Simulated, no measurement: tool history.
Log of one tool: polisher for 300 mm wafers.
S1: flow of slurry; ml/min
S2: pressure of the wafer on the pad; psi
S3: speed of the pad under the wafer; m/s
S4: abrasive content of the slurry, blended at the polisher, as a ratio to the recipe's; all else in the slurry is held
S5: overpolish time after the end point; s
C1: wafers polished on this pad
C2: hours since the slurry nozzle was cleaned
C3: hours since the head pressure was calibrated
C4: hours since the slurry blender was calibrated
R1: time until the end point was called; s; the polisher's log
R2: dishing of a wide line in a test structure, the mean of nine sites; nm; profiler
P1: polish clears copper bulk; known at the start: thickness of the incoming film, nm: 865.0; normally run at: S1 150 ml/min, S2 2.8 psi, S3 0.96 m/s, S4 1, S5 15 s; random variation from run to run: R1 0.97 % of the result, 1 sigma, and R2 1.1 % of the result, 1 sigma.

{"run": 1, "hour": 7.3, "S1": 150, "S2": 2.8, "S3": 0.96, "S4": 1, "S5": 15, "C1": 579, "C2": 135.9, "C3": 138.8, "C4": 28.7, "R1": 117.79, "R2": 69.211}
{"run": 2, "hour": 14.3, "S1": 150, "S2": 2.8, "S3": 0.44, "S4": 1, "S5": 15, "C1": 644, "C2": 142.9, "C3": 145.8, "C4": 35.7, "R1": 261.74, "R2": 35.87}
{"run": 3, "hour": 22.4, "S1": 150, "S2": 2.8, "S3": 0.96, "S4": 1, "S5": 4, "C1": 720, "C2": 151, "C3": 153.9, "C4": 43.8, "R1": 118.83, "R2": 21.525}
{"run": 4, "hour": 28.9, "S1": 150, "S2": 2.8, "S3": 1.4, "S4": 1, "S5": 15, "C1": 780, "C2": 157.5, "C3": 160.4, "C4": 50.3, "R1": 83.254, "R2": 88.346}
{"run": 5, "hour": 38.1, "S1": 90, "S2": 2.8, "S3": 0.96, "S4": 1, "S5": 15, "C1": 866, "C2": 166.7, "C3": 169.6, "C4": 59.5, "R1": 134.48, "R2": 61.844}
{"run": 6, "hour": 49.1, "S1": 200, "S2": 2.8, "S3": 0.96, "S4": 1, "S5": 15, "C1": 968, "C2": 177.7, "C3": 180.6, "C4": 70.5, "R1": 113.47, "R2": 71.481}
{"run": 7, "hour": 60.0, "S1": 150, "S2": 2.8, "S3": 0.96, "S4": 1.45, "S5": 15, "C1": 1069, "C2": 188.6, "C3": 191.5, "C4": 81.4, "R1": 112.85, "R2": 71.304}
{"run": 8, "hour": 69.2, "S1": 150, "S2": 4.4, "S3": 0.96, "S4": 1, "S5": 15, "C1": 1155, "C2": 197.8, "C3": 200.7, "C4": 90.6, "R1": 76.719, "R2": 100.14}
{"run": 9, "hour": 80.0, "S1": 150, "S2": 2.8, "S3": 0.96, "S4": 1, "S5": 15, "C1": 1255, "C2": 208.6, "C3": 211.5, "C4": 101.4, "R1": 121.05, "R2": 66.809}
{"run": 10, "hour": 85.7, "S1": 150, "S2": 2.8, "S3": 0.96, "S4": 1, "S5": 15, "C1": 1308, "C2": 214.3, "C3": 217.2, "C4": 107.1, "R1": 119.66, "R2": 66.859}
{"run": 11, "hour": 98.4, "S1": 150, "S2": 2.8, "S3": 0.96, "S4": 1, "S5": 15, "C1": 1426, "C2": 227, "C3": 229.9, "C4": 119.8, "R1": 119.46, "R2": 67.711}
{"run": 12, "hour": 105.2, "S1": 150, "S2": 2.8, "S3": 0.96, "S4": 1, "S5": 22, "C1": 1489, "C2": 233.8, "C3": 236.7, "C4": 126.6, "R1": 120.04, "R2": 88.84}
{"run": 13, "hour": 113.3, "S1": 150, "S2": 2.8, "S3": 1.44, "S4": 0.75, "S5": 15, "C1": 1565, "C2": 241.9, "C3": 244.8, "C4": 134.7, "R1": 85.925, "R2": 87.311}
{"run": 14, "hour": 125.9, "S1": 150, "S2": 2.8, "S3": 0.96, "S4": 1, "S5": 15, "C1": 1682, "C2": 254.5, "C3": 257.4, "C4": 147.3, "R1": 119.96, "R2": 67.537}
{"run": 15, "hour": 138.2, "S1": 150, "S2": 2.8, "S3": 0.96, "S4": 0.55, "S5": 15, "C1": 1796, "C2": 266.8, "C3": 269.7, "C4": 159.6, "R1": 135.09, "R2": 61.679}
{"run": 16, "hour": 147.0, "S1": 150, "S2": 1.4, "S3": 0.96, "S4": 1, "S5": 15, "C1": 1878, "C2": 275.6, "C3": 278.5, "C4": 168.4, "R1": 241.93, "R2": 36.225}
{"run": 17, "hour": 159.1, "S1": 150, "S2": 2.8, "S3": 0.96, "S4": 1, "S5": 15, "C1": 1991, "C2": 287.7, "C3": 290.6, "C4": 180.5, "R1": 117.54, "R2": 68.059}
{"run": 18, "hour": 168.7, "S1": 150, "S2": 2.8, "S3": 0.96, "S4": 1, "S5": 15, "C1": 2080, "C2": 297.3, "C3": 300.2, "C4": 190.1, "R1": 118.59, "R2": 69.19}
{"run": 19, "hour": 179.3, "S1": 150, "S2": 2.8, "S3": 0.96, "S4": 1, "S5": 15, "C1": 2179, "C2": 307.9, "C3": 310.8, "C4": 200.7, "R1": 124.88, "R2": 66.863}
{"run": 20, "hour": 185.2, "S1": 150, "S2": 2.8, "S3": 0.96, "S4": 1, "S5": 15, "C1": 2233, "C2": 313.8, "C3": 316.7, "C4": 206.6, "R1": 125.18, "R2": 66.007}
{"run": 21, "hour": 192.1, "S1": 150, "S2": 2.8, "S3": 0.96, "S4": 1, "S5": 15, "C1": 2298, "C2": 320.7, "C3": 323.6, "C4": 213.5, "R1": 128.27, "R2": 64.549}
{"hour": 192.8, "done": "slurry blender recalibrated"}
{"hour": 199.2, "done": "head pressure recalibrated"}
{"run": 22, "hour": 204.2, "S1": 150, "S2": 2.8, "S3": 0.96, "S4": 1, "S5": 15, "C1": 2410, "C2": 332.8, "C3": 5.1, "C4": 11.5, "R1": 126.33, "R2": 64.267}
{"run": 23, "hour": 213.6, "S1": 150, "S2": 2.8, "S3": 0.96, "S4": 1, "S5": 15, "C1": 2498, "C2": 342.2, "C3": 14.5, "C4": 20.9, "R1": 128.84, "R2": 64.943}
{"run": 24, "hour": 220.0, "S1": 150, "S2": 2.8, "S3": 0.96, "S4": 1, "S5": 15, "C1": 2557, "C2": 348.6, "C3": 20.9, "C4": 27.3, "R1": 128.38, "R2": 63.2}
{"run": 25, "hour": 225.6, "S1": 150, "S2": 2.8, "S3": 0.96, "S4": 1, "S5": 15, "C1": 2609, "C2": 354.2, "C3": 26.5, "C4": 32.9, "R1": 130.17, "R2": 64.804}

What P1 gives has crept away from where it was. These 2 causes fit the log equally well, each at the size given:
A: slurry flow missing at the pad, % = 31.8
B: removal rate lost through wear of the pad, % = 7.58
The creep began at about hour 168.7.
Why every other cause is out:
head's pressure below its setpoint, %: serviced at hour 199.2, which brought nothing back
abrasive missing from the slurry, %: serviced at hour 192.8, which brought nothing back

4 check runs are offered, each on 3 wafers whose results are averaged, their results left as question marks. Which one tells the causes apart?
{"run": "check 1", "hour": 231.2, "S1": 150, "S2": 2.8, "S3": 0.96, "S4": 1.45, "S5": 15, "R1": "?", "R2": "?"}
{"run": "check 2", "hour": 231.2, "S1": 150, "S2": 2.8, "S3": 0.96, "S4": 1, "S5": 5, "R1": "?", "R2": "?"}
{"run": "check 3", "hour": 231.2, "S1": 90, "S2": 2.8, "S3": 0.96, "S4": 1, "S5": 15, "R1": "?", "R2": "?"}
{"run": "check 4", "hour": 231.2, "S1": 150, "S2": 3.9, "S3": 0.96, "S4": 1, "S5": 15, "R1": "?", "R2": "?"}

What each check would give under each cause:
check=check_1 result=R1 if_A=119.18 if_B=119.17
check=check_1 result=R2 if_A=67.813 if_B=67.816
check=check_2 result=R1 if_A=129.28 if_B=129.27
check=check_2 result=R2 if_A=24.713 if_B=24.715
check=check_3 result=R1 if_A=151.14 if_B=144.58
check=check_3 result=R2 if_A=56.265 if_B=58.31
check=check_4 result=R1 if_A=92.815 if_B=92.81
check=check_4 result=R2 if_A=84.54 if_B=84.544
How far apart the two closest causes lie, in the result that separates them most: check 1 0.01 %; check 2 0.01 %; check 3 4.44 %; check 4 0.01 %
Check 3 tells the causes apart: in the others they would give nearly the same result.

Then check 3 was run and gave: R1 144.22 s; R2 58.045 nm. Which cause is it?

It is B: removal rate lost through wear of the pad, %.
